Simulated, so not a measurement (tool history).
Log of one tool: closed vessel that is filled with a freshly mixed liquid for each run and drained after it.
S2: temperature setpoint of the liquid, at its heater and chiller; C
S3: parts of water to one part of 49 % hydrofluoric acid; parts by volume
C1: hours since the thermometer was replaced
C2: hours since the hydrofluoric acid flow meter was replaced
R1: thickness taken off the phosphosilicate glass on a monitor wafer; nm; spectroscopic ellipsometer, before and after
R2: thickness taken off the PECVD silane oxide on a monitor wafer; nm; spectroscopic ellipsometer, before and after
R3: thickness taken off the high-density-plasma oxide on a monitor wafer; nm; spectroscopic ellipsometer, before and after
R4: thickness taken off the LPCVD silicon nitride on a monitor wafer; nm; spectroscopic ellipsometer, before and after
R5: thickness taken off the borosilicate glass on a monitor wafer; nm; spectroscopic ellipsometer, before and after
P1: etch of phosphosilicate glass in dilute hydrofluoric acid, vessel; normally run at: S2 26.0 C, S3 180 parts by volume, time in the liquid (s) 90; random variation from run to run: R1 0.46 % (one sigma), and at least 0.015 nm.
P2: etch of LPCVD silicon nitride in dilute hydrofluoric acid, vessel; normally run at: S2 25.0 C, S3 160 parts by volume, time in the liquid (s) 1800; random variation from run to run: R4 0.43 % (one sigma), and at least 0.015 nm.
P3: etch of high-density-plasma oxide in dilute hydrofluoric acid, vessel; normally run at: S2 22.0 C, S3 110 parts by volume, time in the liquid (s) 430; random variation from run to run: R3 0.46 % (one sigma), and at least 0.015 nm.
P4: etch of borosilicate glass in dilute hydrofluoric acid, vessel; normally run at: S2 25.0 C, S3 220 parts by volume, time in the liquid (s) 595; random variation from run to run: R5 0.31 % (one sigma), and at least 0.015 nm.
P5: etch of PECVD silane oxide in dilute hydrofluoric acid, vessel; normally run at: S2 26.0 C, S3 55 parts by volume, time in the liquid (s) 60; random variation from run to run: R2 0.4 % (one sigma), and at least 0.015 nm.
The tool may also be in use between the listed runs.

{"run": 1, "day": 0.204, "process that ran": "P1", "S2": 26.0, "S3": 180, "time in the liquid (s)": 90, "C1": 239.3, "C2": 142.6, "R1": 56.68}
{"run": 2, "day": 0.5, "process that ran": "P1", "S2": 29.5, "S3": 180, "time in the liquid (s)": 90, "C1": 246.4, "C2": 149.7, "R1": 64.536}
{"run": 3, "day": 0.708, "process that ran": "P5", "S2": 20.0, "S3": 55, "time in the liquid (s)": 60, "C1": 251.4, "C2": 154.7, "R2": 27.758}
{"run": 4, "day": 0.883, "process that ran": "P5", "S2": 26.0, "S3": 55, "time in the liquid (s)": 100, "C1": 255.6, "C2": 158.9, "R2": 58.812}
{"day": 0.917, "done": "thermometer replaced"}
{"run": 5, "day": 1.054, "process that ran": "P1", "S2": 18.5, "S3": 180, "time in the liquid (s)": 90, "C1": 3.3, "C2": 163.0, "R1": 42.589}
{"run": 6, "day": 1.317, "process that ran": "P3", "S2": 27.5, "S3": 110, "time in the liquid (s)": 430, "C1": 9.6, "C2": 169.3, "R3": 24.392}
{"run": 7, "day": 1.542, "process that ran": "P1", "S2": 26.0, "S3": 180, "time in the liquid (s)": 90, "C1": 15.0, "C2": 174.7, "R1": 56.833}
{"run": 8, "day": 1.708, "process that ran": "P1", "S2": 26.0, "S3": 180, "time in the liquid (s)": 90, "C1": 19.0, "C2": 178.7, "R1": 56.78}
{"run": 9, "day": 1.967, "process that ran": "P1", "S2": 26.0, "S3": 180, "time in the liquid (s)": 170, "C1": 25.2, "C2": 184.9, "R1": 106.8}
{"run": 10, "day": 2.221, "process that ran": "P2", "S2": 17.0, "S3": 160, "time in the liquid (s)": 1800, "C1": 31.3, "C2": 191.0, "R4": 3.6348}
{"run": 11, "day": 2.508, "process that ran": "P4", "S2": 25.0, "S3": 220, "time in the liquid (s)": 595, "C1": 38.2, "C2": 197.9, "R5": 55.121}
{"run": 12, "day": 2.808, "process that ran": "P4", "S2": 25.0, "S3": 220, "time in the liquid (s)": 595, "C1": 45.4, "C2": 205.1, "R5": 55.315}
{"run": 13, "day": 3.008, "process that ran": "P1", "S2": 26.0, "S3": 180, "time in the liquid (s)": 90, "C1": 50.2, "C2": 209.9, "R1": 56.88}
{"run": 14, "day": 3.25, "process that ran": "P2", "S2": 25.0, "S3": 160, "time in the liquid (s)": 1800, "C1": 56.0, "C2": 215.7, "R4": 6.1726}
{"run": 15, "day": 3.479, "process that ran": "P1", "S2": 26.0, "S3": 180, "time in the liquid (s)": 45, "C1": 61.5, "C2": 221.2, "R1": 28.622}
{"run": 16, "day": 3.658, "process that ran": "P4", "S2": 25.0, "S3": 220, "time in the liquid (s)": 1175, "C1": 65.8, "C2": 225.5, "R5": 109.09}
{"run": 17, "day": 3.862, "process that ran": "P2", "S2": 25.0, "S3": 160, "time in the liquid (s)": 1800, "C1": 70.7, "C2": 230.4, "R4": 6.1251}
{"run": 18, "day": 4.012, "process that ran": "P1", "S2": 19.0, "S3": 65, "time in the liquid (s)": 90, "C1": 74.3, "C2": 234.0, "R1": 134.53}
{"run": 19, "day": 4.208, "process that ran": "P4", "S2": 25.0, "S3": 325, "time in the liquid (s)": 595, "C1": 79.0, "C2": 238.7, "R5": 33.287}
{"run": 20, "day": 4.371, "process that ran": "P1", "S2": 26.0, "S3": 180, "time in the liquid (s)": 90, "C1": 82.9, "C2": 242.6, "R1": 56.454}
{"run": 21, "day": 4.562, "process that ran": "P3", "S2": 22.0, "S3": 110, "time in the liquid (s)": 30, "C1": 87.5, "C2": 247.2, "R3": 1.3671}
{"run": 22, "day": 4.708, "process that ran": "P2", "S2": 25.0, "S3": 35, "time in the liquid (s)": 1800, "C1": 91.0, "C2": 250.7, "R4": 27.64}
{"run": 23, "day": 4.929, "process that ran": "P1", "S2": 26.0, "S3": 90, "time in the liquid (s)": 90, "C1": 96.3, "C2": 256.0, "R1": 127.3}
{"run": 24, "day": 5.175, "process that ran": "P3", "S2": 22.0, "S3": 110, "time in the liquid (s)": 430, "C1": 102.2, "C2": 261.9, "R3": 19.677}
{"run": 25, "day": 5.358, "process that ran": "P2", "S2": 25.0, "S3": 160, "time in the liquid (s)": 3110, "C1": 106.6, "C2": 266.3, "R4": 10.691}
{"run": 26, "day": 5.533, "process that ran": "P5", "S2": 26.0, "S3": 55, "time in the liquid (s)": 60, "C1": 110.8, "C2": 270.5, "R2": 35.582}
{"run": 27, "day": 5.712, "process that ran": "P1", "S2": 26.0, "S3": 180, "time in the liquid (s)": 90, "C1": 115.1, "C2": 274.8, "R1": 56.422}
{"run": 28, "day": 5.9, "process that ran": "P3", "S2": 22.0, "S3": 195, "time in the liquid (s)": 430, "C1": 119.6, "C2": 279.3, "R3": 10.101}
{"run": 29, "day": 6.196, "process that ran": "P1", "S2": 26.0, "S3": 310, "time in the liquid (s)": 90, "C1": 126.7, "C2": 286.4, "R1": 28.815}
{"run": 30, "day": 6.496, "process that ran": "P5", "S2": 26.0, "S3": 100, "time in the liquid (s)": 60, "C1": 133.9, "C2": 293.6, "R2": 18.328}
{"run": 31, "day": 6.721, "process that ran": "P1", "S2": 26.0, "S3": 180, "time in the liquid (s)": 90, "C1": 139.3, "C2": 299.0, "R1": 56.693}
{"run": 32, "day": 6.962, "process that ran": "P4", "S2": 30.5, "S3": 220, "time in the liquid (s)": 595, "C1": 145.1, "C2": 304.8, "R5": 66.955}
{"run": 33, "day": 7.175, "process that ran": "P1", "S2": 26.0, "S3": 180, "time in the liquid (s)": 90, "C1": 150.2, "C2": 309.9, "R1": 57.297}
{"run": 34, "day": 7.338, "process that ran": "P1", "S2": 26.0, "S3": 180, "time in the liquid (s)": 90, "C1": 154.1, "C2": 313.8, "R1": 55.986}
{"run": 35, "day": 7.5, "process that ran": "P1", "S2": 26.0, "S3": 180, "time in the liquid (s)": 90, "C1": 158.0, "C2": 317.7, "R1": 54.828}
{"run": 36, "day": 7.733, "process that ran": "P1", "S2": 26.0, "S3": 180, "time in the liquid (s)": 90, "C1": 163.6, "C2": 323.3, "R1": 54.243}
{"run": 37, "day": 8.017, "process that ran": "P1", "S2": 26.0, "S3": 180, "time in the liquid (s)": 90, "C1": 170.4, "C2": 330.1, "R1": 53.668}
{"run": 38, "day": 8.238, "process that ran": "P1", "S2": 26.0, "S3": 180, "time in the liquid (s)": 90, "C1": 175.7, "C2": 335.4, "R1": 53.736}
{"run": 39, "day": 8.45, "process that ran": "P1", "S2": 26.0, "S3": 180, "time in the liquid (s)": 90, "C1": 180.8, "C2": 340.5, "R1": 53.528}
{"run": 40, "day": 8.583, "process that ran": "P1", "S2": 26.0, "S3": 180, "time in the liquid (s)": 90, "C1": 184.0, "C2": 343.7, "R1": 53.581}
{"run": 41, "day": 8.729, "process that ran": "P1", "S2": 26.0, "S3": 180, "time in the liquid (s)": 90, "C1": 187.5, "C2": 347.2, "R1": 53.583}

What P1 gives has crept away from where it was. These 2 causes fit the log equally well, each at the size given:
A: liquid colder than its thermometer reads (K) = 1.6
B: hydrofluoric acid flow below the setpoint (%) = 4.75
The creep began at about day 7.175.

4 check runs are offered, one wafer each, their results left as question marks. Which one tells the causes apart?
{"run": "check 1", "day": 8.875, "process that ran": "P3", "S2": 27.0, "S3": 110, "time in the liquid (s)": 30, "R3": "?"}
{"run": "check 2", "day": 8.875, "process that ran": "P2", "S2": 20.0, "S3": 160, "time in the liquid (s)": 2625, "R4": "?"}
{"run": "check 3", "day": 8.875, "process that ran": "P4", "S2": 25.0, "S3": 220, "time in the liquid (s)": 1150, "R5": "?"}
{"run": "check 4", "day": 8.875, "process that ran": "P5", "S2": 26.0, "S3": 100, "time in the liquid (s)": 85, "R2": "?"}

What each check would give under each cause:
check=check_1 result=R3 if_A=1.5685 if_B=1.5777
check=check_2 result=R4 if_A=5.8244 if_B=6.1838
check=check_3 result=R5 if_A=100.480 if_B=100.260
check=check_4 result=R2 if_A=24.472 if_B=24.658
How far apart the two closest causes lie, in the result that separates them most: check 1 0.58 %; check 2 5.99 %; check 3 0.21 %; check 4 0.76 %
Only check 2 tells the causes apart: in the others they would give nearly the same result.

Then check 2 was run and gave: R4 6.1715 nm. Which cause is it?

It is B: hydrofluoric acid flow below the setpoint (%).
